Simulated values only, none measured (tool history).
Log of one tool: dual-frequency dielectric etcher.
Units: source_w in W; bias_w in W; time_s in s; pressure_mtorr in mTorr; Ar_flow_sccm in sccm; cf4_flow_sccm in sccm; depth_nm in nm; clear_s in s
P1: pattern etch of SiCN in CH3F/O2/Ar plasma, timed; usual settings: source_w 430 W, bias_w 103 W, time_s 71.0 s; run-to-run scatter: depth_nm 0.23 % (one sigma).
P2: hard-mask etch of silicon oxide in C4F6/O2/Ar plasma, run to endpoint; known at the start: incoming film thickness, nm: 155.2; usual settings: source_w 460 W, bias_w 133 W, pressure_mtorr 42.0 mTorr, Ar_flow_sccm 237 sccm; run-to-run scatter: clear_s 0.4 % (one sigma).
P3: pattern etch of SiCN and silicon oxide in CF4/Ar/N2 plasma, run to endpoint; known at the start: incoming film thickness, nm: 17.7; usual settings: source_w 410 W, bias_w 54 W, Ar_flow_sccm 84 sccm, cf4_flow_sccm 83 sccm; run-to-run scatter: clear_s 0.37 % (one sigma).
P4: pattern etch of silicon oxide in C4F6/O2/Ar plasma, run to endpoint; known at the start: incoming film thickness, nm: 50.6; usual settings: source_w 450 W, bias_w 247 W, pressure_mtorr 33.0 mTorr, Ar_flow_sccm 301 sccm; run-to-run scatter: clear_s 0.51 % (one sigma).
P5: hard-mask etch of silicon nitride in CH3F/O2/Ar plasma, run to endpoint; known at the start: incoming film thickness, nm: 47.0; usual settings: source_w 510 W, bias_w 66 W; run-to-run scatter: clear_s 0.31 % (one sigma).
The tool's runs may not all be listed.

run   hour  process  source_w  bias_w  time_s  pressure_mtorr  Ar_flow_sccm  cf4_flow_sccm  hours since the last wet clean  hours since the last source power generator calibration  hours since the last bias power generator calibration  depth_nm  clear_s
  1    7.7       P1       430     103    71.0                                                                        322.9                                                    375.5                                                 1460.3    31.724
  2   17.3       P2       320     133                    42.0           237                                          332.5                                                    385.1                                                 1469.9             57.813
  3   23.8       P4       350     247                    33.0           301                                          339.0                                                    391.6                                                 1476.4             15.486
  4   36.4       P1       350     103    71.0                                                                        351.6                                                    404.2                                                 1489.0    29.499
  5   44.1       P1       320      83    71.0                                                                        359.3                                                    411.9                                                 1496.7    26.353
  6   54.6       P1       430     103    89.0                                                                        369.8                                                    422.4                                                 1507.2    40.156
  7   63.5       P2       460     133                    49.5           237                                          378.7                                                    431.3                                                 1516.1             51.664
  8   69.3       P4       450     247                    33.0           402                                          384.5                                                    437.1                                                 1521.9             14.462
  9   76.8       P1       260     120    71.0                                                                        392.0                                                    444.6                                                 1529.4    28.142
 10   87.8       P1       560     103    71.0                                                                        403.0                                                    455.6                                                 1540.4    35.089
 11   97.5       P3       410      54                                    84             83                           412.7                                                    465.3                                                 1550.1             23.504
 12  106.1       P1       430      64    50.0                                                                        421.3                                                    473.9                                                 1558.7    18.914
 13  112.0       P3       410      54                                    84            102                           427.2                                                    479.8                                                 1564.6             22.898
 14  124.4       P2       460     133                    42.0           184                                          439.6                                                    492.2                                                 1577.0             48.880
 15  131.6       P1       430     103    71.0                                                                        446.8                                                    499.4                                                 1584.2    31.796
 16  140.1       P3       280      54                                    84             83                           455.3                                                    507.9                                                 1592.7             33.117
 17  150.4       P1       430      72    71.0                                                                        465.6                                                    518.2                                                 1603.0    27.972
 18  158.8       P2       460      90                    42.0           237                                          474.0                                                    526.6                                                 1611.4             56.187
 19  167.5       P4       450     247                    39.5           301                                          482.7                                                    535.3                                                 1620.1             14.352
 20  180.1       P2       460     133                    42.0           237                                          495.3                                                    547.9                                                 1632.7             50.609
 21  185.9       P1       430     103    53.5                                                                        501.1                                                    553.7                                                 1638.5    23.891
 22  198.3       P1       430     103    71.0                                                                        513.5                                                    566.1                                                 1650.9    31.757
 23  205.4       P5       510      66                                                                                520.6                                                    573.2                                                 1658.0             61.679
 24  217.4       P4       450     143                    33.0           301                                          532.6                                                    585.2                                                 1670.0             16.506
 25  223.2       P2       460     133                    42.0           237                                          538.4                                                    591.0                                                 1675.8             50.244
 26  235.7       P1       430     103    71.0                                                                        550.9                                                    603.5                                                 1688.3    31.776
 27  245.4       P5       510      51                                                                                560.6                                                    613.2                                                 1698.0             66.805
 28  256.9       P4       450     247                    33.0           301                                          572.1                                                    624.7                                                 1709.5             13.933
 29  268.5       P3       410      54                                    60             83                           583.7                                                    636.3                                                 1721.1             22.549
 30  278.2       P3       410      36                                    84             83                           593.4                                                    646.0                                                 1730.8             26.511
 31  284.6       P1       430     140    71.0                                                                        599.8                                                    652.4                                                 1737.2    35.751
 32  292.3       P5       510      66                                                                                607.5                                                    660.1                                                 1744.9             61.331
 33  304.4       P1       430     103    71.0                                                                        619.6                                                    672.2                                                 1757.0    31.820
 34  311.9       P5       390      66                                                                                627.1                                                    679.7                                                 1764.5             68.160
 35  320.2       P1       430     103    71.0                                                                        635.4                                                    688.0                                                 1772.8    31.817
 36  326.5       P1       430     103    71.0                                                                        641.7                                                    694.3                                                 1779.1    32.008
 37  338.3       P1       430     103    71.0                                                                        653.5                                                    706.1                                                 1790.9    32.106
 38  347.7       P1       430     103    71.0                                                                        662.9                                                    715.5                                                 1800.3    32.152
 39  355.8       P1       430     103    71.0                                                                        671.0                                                    723.6                                                 1808.4    32.178
     360.3  -- wet clean of the chamber
 40  362.2       P1       430     103    71.0                                                                          2.0                                                    730.0                                                 1814.8    32.106
 41  373.9       P1       430     103    71.0                                                                         13.7                                                    741.7                                                 1826.5    32.290
 42  384.5       P1       430     103    71.0                                                                         24.3                                                    752.3                                                 1837.1    32.333

What P1 gives has crept away from where it was. These 2 causes fit the log equally well, each at the size given:
A: bias power that arrives over what is set, % = 3.54
B: source power that arrives over what is set, % = 3.63
The creep began at about hour 320.2.
Why every other cause is out:
chamber walls in a state that raises the etch rate, %: serviced at hour 360.3, which brought nothing back

4 check runs are offered, each on 2 wafers whose results are averaged, their results left as question marks. Which one tells the causes apart?
check 1  395.1       P3       410      54                                    84             83                                                                                                                                                                  ?
check 2  395.1       P2       460     133                    42.0           237                                                                                                                                                                                 ?
check 3  395.1       P5       510      66                                                                                                                                                                                                                       ?
check 4  395.1       P4       450     247                    33.0           301                                                                                                                                                                                 ?

What each check would give under each cause:
  check   result    if A    if B
check 1  clear_s  23.346  22.852
check 2  clear_s  49.801  49.600
check 3  clear_s  60.684  60.551
check 4  clear_s  13.825  13.797
How far apart the two closest causes lie, in the result that separates them most: check 1 2.14 %; check 2 0.4 %; check 3 0.22 %; check 4 0.2 %
Only check 1 tells the causes apart: in the others they would give nearly the same result.

Check 1 was then run and gave: clear_s 22.894 s. Which cause is it?

It is B: source power that arrives over what is set, %.
